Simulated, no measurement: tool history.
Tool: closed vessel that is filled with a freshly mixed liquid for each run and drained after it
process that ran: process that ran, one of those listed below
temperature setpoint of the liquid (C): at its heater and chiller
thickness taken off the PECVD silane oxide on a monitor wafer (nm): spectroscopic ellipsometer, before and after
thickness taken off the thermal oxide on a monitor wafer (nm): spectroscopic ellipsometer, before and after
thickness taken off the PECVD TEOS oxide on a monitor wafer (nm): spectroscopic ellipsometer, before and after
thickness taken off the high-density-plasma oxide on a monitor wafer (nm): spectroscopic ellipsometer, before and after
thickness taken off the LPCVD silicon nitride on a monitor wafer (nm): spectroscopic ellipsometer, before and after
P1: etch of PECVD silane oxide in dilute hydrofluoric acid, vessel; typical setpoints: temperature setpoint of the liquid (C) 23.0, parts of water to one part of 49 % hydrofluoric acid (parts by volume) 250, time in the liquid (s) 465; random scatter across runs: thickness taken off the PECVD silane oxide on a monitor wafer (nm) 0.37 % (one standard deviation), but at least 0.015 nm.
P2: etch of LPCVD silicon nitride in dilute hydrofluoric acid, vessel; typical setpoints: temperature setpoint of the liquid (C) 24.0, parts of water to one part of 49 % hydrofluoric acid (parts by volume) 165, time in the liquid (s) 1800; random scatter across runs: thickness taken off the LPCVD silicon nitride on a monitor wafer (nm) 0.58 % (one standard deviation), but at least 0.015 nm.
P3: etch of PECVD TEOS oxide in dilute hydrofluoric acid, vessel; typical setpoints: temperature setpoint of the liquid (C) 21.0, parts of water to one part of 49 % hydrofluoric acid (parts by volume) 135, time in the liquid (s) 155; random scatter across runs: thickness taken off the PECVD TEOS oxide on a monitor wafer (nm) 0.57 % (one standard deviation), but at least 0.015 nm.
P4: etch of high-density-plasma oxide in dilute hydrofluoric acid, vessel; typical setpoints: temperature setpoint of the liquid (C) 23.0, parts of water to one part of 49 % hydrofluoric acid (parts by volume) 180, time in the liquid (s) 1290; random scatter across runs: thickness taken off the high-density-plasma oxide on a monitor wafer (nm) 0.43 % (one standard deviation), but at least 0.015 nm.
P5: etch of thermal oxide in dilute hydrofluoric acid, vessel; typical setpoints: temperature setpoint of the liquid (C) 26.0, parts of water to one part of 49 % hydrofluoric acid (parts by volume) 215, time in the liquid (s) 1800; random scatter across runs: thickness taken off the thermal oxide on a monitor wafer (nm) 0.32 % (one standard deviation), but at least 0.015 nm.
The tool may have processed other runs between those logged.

run   hour  process that ran  temperature setpoint of the liquid (C)  parts of water to one part of 49 % hydrofluoric acid (parts by volume)  time in the liquid (s)  thickness taken off the PECVD silane oxide on a monitor wafer (nm)  thickness taken off the thermal oxide on a monitor wafer (nm)  thickness taken off the PECVD TEOS oxide on a monitor wafer (nm)  thickness taken off the high-density-plasma oxide on a monitor wafer (nm)  thickness taken off the LPCVD silicon nitride on a monitor wafer (nm)
  1    5.2                P1                                    23.0                                                                     250                     465                                                             58.7290
  2   10.1                P5                                    26.0                                                                     215                     780                                                                                                                             16.328
  3   15.3                P5                                    26.0                                                                     135                    1800                                                                                                                             66.361
  4   23.4                P1                                    23.0                                                                     435                     105                                                              6.3886
  5   28.5                P1                                    23.0                                                                     250                     465                                                             58.6490
  6   35.6                P1                                    23.0                                                                     250                     720                                                             91.2880
  7   42.0                P3                                    21.0                                                                     135                      55                                                                                                                                                                                               3.3700
  8   47.2                P4                                    23.0                                                                     180                     460                                                                                                                                                                                                                                                                          16.097
  9   56.2                P1                                    17.0                                                                     250                     885                                                             89.2220
 10   63.2                P4                                    17.5                                                                     180                    1290                                                                                                                                                                                                                                                                          36.077
 11   68.2                P2                                    30.5                                                                     165                    1800                                                                                                                                                                                                                                                                                                                                                 7.4895
 12   73.9                P1                                    23.0                                                                     250                     465                                                             58.8190
 13   79.5                P2                                    24.0                                                                      55                    1800                                                                                                                                                                                                                                                                                                                                                14.9270
 14   85.3                P3                                    21.0                                                                     235                     155                                                                                                                                                                                               4.9293
 15   91.5                P1                                    23.0                                                                     250                     465                                                             58.8120
 16   96.1                P1                                    23.0                                                                     355                     465                                                             37.5760
 17  104.1                P1                                    23.0                                                                      60                     465                                                            301.5400
 18  108.4                P2                                    24.0                                                                     165                    1800                                                                                                                                                                                                                                                                                                                                                 5.0307
 19  117.7                P1                                    18.0                                                                     250                     465                                                             48.7530
 20  125.1                P5                                    26.0                                                                     215                    1800                                                                                                                             37.852
 21  133.1                P1                                    23.0                                                                     250                     465                                                             59.0100
 22  139.3                P3                                    26.5                                                                     135                     155                                                                                                                                                                                              11.7930
 23  143.6                P4                                    23.0                                                                      45                    1290                                                                                                                                                                                                                                                                         212.510
 24  150.4                P1                                    23.0                                                                     250                     250                                                             31.5120
 25  158.4                P2                                    24.0                                                                     165                     660                                                                                                                                                                                                                                                                                                                                                 1.8902
 26  165.6                P1                                    23.0                                                                     390                     235                                                             16.7050
 27  174.5                P1                                    27.0                                                                     250                     465                                                             67.7760
 28  183.0                P2                                    24.0                                                                     165                    1800                                                                                                                                                                                                                                                                                                                                                 5.0640
 29  187.3                P4                                    23.0                                                                     180                    1290                                                                                                                                                                                                                                                                          45.175
 30  195.7                P3                                    21.0                                                                     135                     155                                                                                                                                                                                               9.5149
 31  204.5                P5                                    34.0                                                                     215                    1800                                                                                                                             49.560
 32  208.6                P1                                    23.0                                                                     250                     465                                                             58.6770
 33  214.3                P1                                    23.0                                                                     250                     465                                                             57.6710
 34  222.1                P1                                    23.0                                                                     250                     465                                                             56.5780
 35  229.4                P1                                    23.0                                                                     250                     465                                                             56.3120
 36  235.1                P1                                    23.0                                                                     250                     465                                                             55.7030
 37  241.1                P1                                    23.0                                                                     250                     465                                                             55.6200
 38  247.6                P1                                    23.0                                                                     250                     465                                                             56.0050
 39  256.8                P1                                    23.0                                                                     250                     465                                                             55.2240

Compared with where it was, what P1 gives has crept away. Each cause listed below fits the log as well as the rest, at the size given for it:
A: hydrofluoric acid flow below the setpoint (%) = 4.41
B: liquid colder than its thermometer reads (K) = 1.55
At approximately hour 208.6, the process output began to creep.

Below are 4 check runs, each on a single wafer, with their results shown as question marks. Which of them would tell the listed causes apart, meaning the causes would give clearly different results under it?
check 1  266.0                P5                                    26.0                                                                     215                    1800                                                                                                                                  ?
check 2  266.0                P3                                    21.0                                                                     135                     155                                                                                                                                                                                                    ?
check 3  266.0                P2                                    24.0                                                                     165                    1800                                                                                                                                                                                                                                                                                                                                                      ?
check 4  266.0                P4                                    23.0                                                                     180                    1290                                                                                                                                                                                                                                                                               ?

Check results expected under each cause:
  check                                                                     result    if A    if B
check 1              thickness taken off the thermal oxide on a monitor wafer (nm)  35.811  35.813
check 2           thickness taken off the PECVD TEOS oxide on a monitor wafer (nm)  9.0164  8.9244
check 3      thickness taken off the LPCVD silicon nitride on a monitor wafer (nm)  4.8381  4.5772
check 4  thickness taken off the high-density-plasma oxide on a monitor wafer (nm)  42.677  42.456
Separation of the two closest causes in each check, using whichever result separates them best: check 1 0.01 %; check 2 1.03 %; check 3 5.55 %; check 4 0.52 %
The causes can be told apart only by check 3. The other checks would give nearly the same results under each of them.

Check 3 was carried out, with these results: thickness taken off the LPCVD silicon nitride on a monitor wafer (nm) 4.5858. Which of the listed causes is responsible?

Of the candidate causes, it is B: liquid colder than its thermometer reads (K).

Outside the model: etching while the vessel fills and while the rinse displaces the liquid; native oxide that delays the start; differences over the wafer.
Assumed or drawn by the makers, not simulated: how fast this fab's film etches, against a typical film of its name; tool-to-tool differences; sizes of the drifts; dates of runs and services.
